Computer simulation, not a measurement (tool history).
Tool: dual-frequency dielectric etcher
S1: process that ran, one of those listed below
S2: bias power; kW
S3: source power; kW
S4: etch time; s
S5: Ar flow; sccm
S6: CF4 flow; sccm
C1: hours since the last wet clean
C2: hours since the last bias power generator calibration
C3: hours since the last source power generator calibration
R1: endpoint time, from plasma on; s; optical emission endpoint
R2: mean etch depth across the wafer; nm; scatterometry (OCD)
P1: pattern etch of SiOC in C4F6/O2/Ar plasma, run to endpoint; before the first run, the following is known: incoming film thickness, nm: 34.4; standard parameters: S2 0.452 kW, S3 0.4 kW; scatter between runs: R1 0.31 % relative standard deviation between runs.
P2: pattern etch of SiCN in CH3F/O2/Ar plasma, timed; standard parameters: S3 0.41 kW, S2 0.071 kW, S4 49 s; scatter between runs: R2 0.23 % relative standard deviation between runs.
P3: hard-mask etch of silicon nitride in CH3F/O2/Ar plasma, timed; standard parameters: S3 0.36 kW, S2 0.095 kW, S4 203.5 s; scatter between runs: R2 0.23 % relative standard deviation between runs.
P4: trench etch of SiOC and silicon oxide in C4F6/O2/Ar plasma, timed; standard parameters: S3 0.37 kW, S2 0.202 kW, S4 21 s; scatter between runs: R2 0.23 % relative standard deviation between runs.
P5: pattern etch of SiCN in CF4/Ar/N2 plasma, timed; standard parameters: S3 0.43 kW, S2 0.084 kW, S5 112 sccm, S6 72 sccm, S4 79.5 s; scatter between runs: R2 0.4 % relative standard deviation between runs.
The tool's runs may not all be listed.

run 1 day=0.15 | S1=P1 S2=0.452 S3=0.4 | C1=381.7 C2=3302.6 C3=2761.8 | R1=11.811
run 2 day=0.267 | S1=P3 S2=0.127 S3=0.36 S4=203.5 | C1=384.5 C2=3305.4 C3=2764.6 | R2=168.59
run 3 day=0.396 | S1=P5 S2=0.084 S3=0.55 S4=79.5 S5=112 S6=72 | C1=387.6 C2=3308.5 C3=2767.7 | R2=86.685
run 4 day=0.575 | S1=P5 S2=0.084 S3=0.43 S4=115 S5=112 S6=72 | C1=391.9 C2=3312.8 C3=2772 | R2=100.99
run 5 day=0.675 | S1=P4 S2=0.202 S3=0.37 S4=27.5 | C1=394.3 C2=3315.2 C3=2774.4 | R2=53.512
run 6 day=0.821 | S1=P4 S2=0.202 S3=0.37 S4=21 | C1=397.8 C2=3318.7 C3=2777.9 | R2=40.794
run 7 day=0.971 | S1=P1 S2=0.64 S3=0.4 | C1=401.4 C2=3322.3 C3=2781.5 | R1=10.411
run 8 day=1.112 | S1=P5 S2=0.106 S3=0.43 S4=79.5 S5=112 S6=72 | C1=404.8 C2=3325.7 C3=2784.9 | R2=76.185
run 9 day=1.25 | S1=P4 S2=0.202 S3=0.37 S4=21 | C1=408.1 C2=3329 C3=2788.2 | R2=40.904
run 10 day=1.358 | S1=P1 S2=0.357 S3=0.55 | C1=410.7 C2=3331.6 C3=2790.8 | R1=11.461
run 11 day=1.517 | S1=P3 S2=0.095 S3=0.51 S4=203.5 | C1=414.5 C2=3335.4 C3=2794.6 | R2=171.9
run 12 day=1.688 | S1=P1 S2=0.452 S3=0.4 | C1=418.6 C2=3339.5 C3=2798.7 | R1=11.901
run 13 day=1.779 | S1=P4 S2=0.272 S3=0.37 S4=21 | C1=420.8 C2=3341.7 C3=2800.9 | R2=45.168
-- day=1.933 wet clean of the chamber
run 14 day=1.954 | S1=P1 S2=0.452 S3=0.4 | C1=0.6 C2=3345.9 C3=2805.1 | R1=11.854
run 15 day=2.062 | S1=P1 S2=0.452 S3=0.4 | C1=3.2 C2=3348.5 C3=2807.7 | R1=11.832
run 16 day=2.192 | S1=P5 S2=0.084 S3=0.43 S4=79.5 S5=112 S6=43 | C1=6.3 C2=3351.6 C3=2810.8 | R2=64.336
run 17 day=2.304 | S1=P2 S2=0.071 S3=0.27 S4=49 | C1=9 C2=3354.3 C3=2813.5 | R2=15.592
run 18 day=2.442 | S1=P3 S2=0.095 S3=0.36 S4=119.5 | C1=12.3 C2=3357.6 C3=2816.8 | R2=88.329
run 19 day=2.538 | S1=P1 S2=0.452 S3=0.4 | C1=14.6 C2=3359.9 C3=2819.1 | R1=11.869
run 20 day=2.621 | S1=P5 S2=0.084 S3=0.43 S4=79.5 S5=112 S6=72 | C1=16.6 C2=3361.9 C3=2821.1 | R2=69.522
run 21 day=2.796 | S1=P1 S2=0.596 S3=0.53 | C1=20.8 C2=3366.1 C3=2825.3 | R1=9.6421
run 22 day=2.962 | S1=P2 S2=0.071 S3=0.41 S4=49 | C1=24.8 C2=3370.1 C3=2829.3 | R2=18.313
run 23 day=3.058 | S1=P4 S2=0.202 S3=0.23 S4=21 | C1=27.1 C2=3372.4 C3=2831.6 | R2=33.926
run 24 day=3.179 | S1=P5 S2=0.084 S3=0.43 S4=79.5 S5=151 S6=72 | C1=30 C2=3375.3 C3=2834.5 | R2=66.872
run 25 day=3.325 | S1=P1 S2=0.452 S3=0.54 | C1=33.5 C2=3378.8 C3=2838 | R1=10.664
run 26 day=3.412 | S1=P1 S2=0.452 S3=0.26 | C1=35.6 C2=3380.9 C3=2840.1 | R1=13.954
run 27 day=3.504 | S1=P3 S2=0.095 S3=0.36 S4=203.5 | C1=37.8 C2=3383.1 C3=2842.3 | R2=150.87
run 28 day=3.638 | S1=P1 S2=0.276 S3=0.4 | C1=41 C2=3386.3 C3=2845.5 | R1=14.128
run 29 day=3.771 | S1=P1 S2=0.55 S3=0.31 | C1=44.2 C2=3389.5 C3=2848.7 | R1=12.093
run 30 day=3.85 | S1=P2 S2=0.071 S3=0.41 S4=35 | C1=46.1 C2=3391.4 C3=2850.6 | R2=13.043
run 31 day=3.967 | S1=P2 S2=0.046 S3=0.41 S4=49 | C1=48.9 C2=3394.2 C3=2853.4 | R2=15.848
run 32 day=4.096 | S1=P1 S2=0.452 S3=0.4 | C1=52 C2=3397.3 C3=2856.5 | R1=11.829

What will run 33 give?
run 33 day=4.208 | S1=P1 S2=0.452 S3=0.4 | C1=54.7 C2=3400 C3=2859.2 | R1=?

{"run 33": {"R1": 11.879}}
